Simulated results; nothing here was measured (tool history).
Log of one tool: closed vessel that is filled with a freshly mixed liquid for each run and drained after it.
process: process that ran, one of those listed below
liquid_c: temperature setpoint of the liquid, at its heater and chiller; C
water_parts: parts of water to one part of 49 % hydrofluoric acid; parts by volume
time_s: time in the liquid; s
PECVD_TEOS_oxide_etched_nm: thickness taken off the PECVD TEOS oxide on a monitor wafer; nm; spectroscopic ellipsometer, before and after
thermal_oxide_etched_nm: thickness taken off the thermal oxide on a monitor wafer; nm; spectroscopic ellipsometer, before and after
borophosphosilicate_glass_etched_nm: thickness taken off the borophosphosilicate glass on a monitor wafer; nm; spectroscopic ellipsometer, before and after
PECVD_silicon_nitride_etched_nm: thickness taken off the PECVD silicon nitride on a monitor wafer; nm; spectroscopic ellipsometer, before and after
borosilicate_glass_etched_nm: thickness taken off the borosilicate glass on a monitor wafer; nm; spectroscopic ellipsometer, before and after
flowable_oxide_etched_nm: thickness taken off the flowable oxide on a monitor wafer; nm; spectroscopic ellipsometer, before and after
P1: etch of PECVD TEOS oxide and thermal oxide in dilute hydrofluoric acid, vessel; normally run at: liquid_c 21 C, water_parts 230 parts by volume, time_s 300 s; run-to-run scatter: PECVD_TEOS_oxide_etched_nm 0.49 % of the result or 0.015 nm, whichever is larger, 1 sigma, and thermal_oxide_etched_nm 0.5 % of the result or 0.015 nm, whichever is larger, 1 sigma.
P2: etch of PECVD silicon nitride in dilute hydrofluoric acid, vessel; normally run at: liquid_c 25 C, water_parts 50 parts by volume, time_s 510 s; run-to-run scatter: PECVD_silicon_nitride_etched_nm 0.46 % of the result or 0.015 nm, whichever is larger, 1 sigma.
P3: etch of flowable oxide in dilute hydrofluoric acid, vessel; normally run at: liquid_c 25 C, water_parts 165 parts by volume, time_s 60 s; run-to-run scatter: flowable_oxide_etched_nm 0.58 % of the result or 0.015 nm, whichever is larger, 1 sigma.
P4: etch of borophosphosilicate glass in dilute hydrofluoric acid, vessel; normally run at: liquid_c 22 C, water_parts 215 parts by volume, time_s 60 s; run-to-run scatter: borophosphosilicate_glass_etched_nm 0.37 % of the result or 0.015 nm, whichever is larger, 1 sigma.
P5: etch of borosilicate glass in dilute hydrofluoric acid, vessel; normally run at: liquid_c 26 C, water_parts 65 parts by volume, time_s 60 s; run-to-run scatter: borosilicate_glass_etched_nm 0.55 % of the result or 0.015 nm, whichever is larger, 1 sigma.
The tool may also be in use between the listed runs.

| run | hour | process | liquid_c | water_parts | time_s | hours since the thermometer was replaced | hours since the hydrofluoric acid flow meter was replaced | PECVD_TEOS_oxide_etched_nm | thermal_oxide_etched_nm | borophosphosilicate_glass_etched_nm | PECVD_silicon_nitride_etched_nm | borosilicate_glass_etched_nm | flowable_oxide_etched_nm |
|---|---|---|---|---|---|---|---|---|---|---|---|---|---|
| 1 | 16.5 | P1 | 21 | 230 | 300 | 381.6 | 810.9 | 15.863 | 4.8457 |  |  |  |  |
| 2 | 26.2 | P1 | 21 | 230 | 455 | 391.3 | 820.6 | 24.176 | 7.3238 |  |  |  |  |
| 3 | 37.6 | P1 | 21 | 230 | 95 | 402.7 | 832 | 4.9723 | 1.5219 |  |  |  |  |
| 4 | 52.1 | P1 | 21 | 110 | 300 | 417.2 | 846.5 | 37.828 | 11.502 |  |  |  |  |
| 5 | 66.5 | P4 | 22 | 215 | 60 | 431.6 | 860.9 |  |  | 14.684 |  |  |  |
| 6 | 82.6 | P2 | 25 | 50 | 30 | 447.7 | 877 |  |  |  | 1.5496 |  |  |
| 7 | 91.1 | P1 | 21 | 230 | 300 | 456.2 | 885.5 | 15.736 | 4.8663 |  |  |  |  |
| 8 | 103.5 | P4 | 22 | 215 | 30 | 468.6 | 897.9 |  |  | 7.3151 |  |  |  |
| 9 | 116.8 | P5 | 18 | 65 | 60 | 481.9 | 911.2 |  |  |  |  | 20.45 |  |
| 10 | 128.9 | P4 | 22 | 380 | 60 | 494 | 923.3 |  |  | 7.1401 |  |  |  |
| 11 | 145.6 | P1 | 21 | 230 | 300 | 510.7 | 940 | 15.793 | 4.8605 |  |  |  |  |
| 12 | 154.9 | P1 | 21 | 230 | 300 | 520 | 949.3 | 15.813 | 4.8 |  |  |  |  |
| 13 | 168.7 | P3 | 25 | 165 | 30 | 533.8 | 963.1 |  |  |  |  |  | 7.4081 |
| 14 | 180.8 | P3 | 25 | 165 | 60 | 545.9 | 975.2 |  |  |  |  |  | 14.875 |
| 15 | 196.8 | P2 | 25 | 50 | 510 | 561.9 | 991.2 |  |  |  | 26.394 |  |  |
| 16 | 209 | P1 | 21 | 230 | 300 | 574.1 | 1003.4 | 15.631 | 4.7746 |  |  |  |  |
| 17 | 225.4 | P4 | 22 | 215 | 60 | 590.5 | 1019.8 |  |  | 14.723 |  |  |  |
| 18 | 236.9 | P1 | 21 | 315 | 300 | 602 | 1031.3 | 10.75 | 3.3035 |  |  |  |  |
| 19 | 249.8 | P5 | 26 | 65 | 60 | 614.9 | 1044.2 |  |  |  |  | 28.337 |  |
| 20 | 266.8 | P1 | 17 | 145 | 300 | 631.9 | 1061.2 | 23.433 | 7.0664 |  |  |  |  |
| 21 | 276.2 | P5 | 26 | 65 | 60 | 641.3 | 1070.6 |  |  |  |  | 27.947 |  |
| 22 | 291 | P1 | 26 | 230 | 300 | 656.1 | 1085.4 | 18.999 | 5.758 |  |  |  |  |
| 23 | 303.9 | P3 | 19 | 165 | 60 | 669 | 1098.3 |  |  |  |  |  | 11.727 |
| 24 | 316.7 | P1 | 21 | 230 | 300 | 681.8 | 1111.1 | 15.881 | 4.836 |  |  |  |  |
|  | 329 | hydrofluoric acid flow meter replaced |
| 25 | 331.1 | P3 | 25 | 295 | 60 | 696.2 | 2.2 |  |  |  |  |  | 7.1383 |
| 26 | 338.8 | P5 | 26 | 65 | 30 | 703.9 | 9.9 |  |  |  |  | 14.072 |  |
| 27 | 347.3 | P1 | 17 | 230 | 300 | 712.4 | 18.4 | 13.541 | 4.1533 |  |  |  |  |
| 28 | 362.5 | P2 | 25 | 20 | 510 | 727.6 | 33.6 |  |  |  | 64.183 |  |  |
| 29 | 377.9 | P2 | 31 | 50 | 510 | 743 | 49 |  |  |  | 39.314 |  |  |
| 30 | 394.4 | P4 | 17 | 215 | 60 | 759.5 | 65.5 |  |  | 12.207 |  |  |  |
| 31 | 407.6 | P5 | 26 | 95 | 60 | 772.7 | 78.7 |  |  |  |  | 18.571 |  |

Run 32 comes next. What will it give?
| 32 | 424.1 | P1 | 21 | 230 | 300 | 789.2 | 95.2 | ? | ? |  |  |  |  |

Run 32 gave PECVD_TEOS_oxide_etched_nm 15.828 nm, thermal_oxide_etched_nm 4.8192 nm.
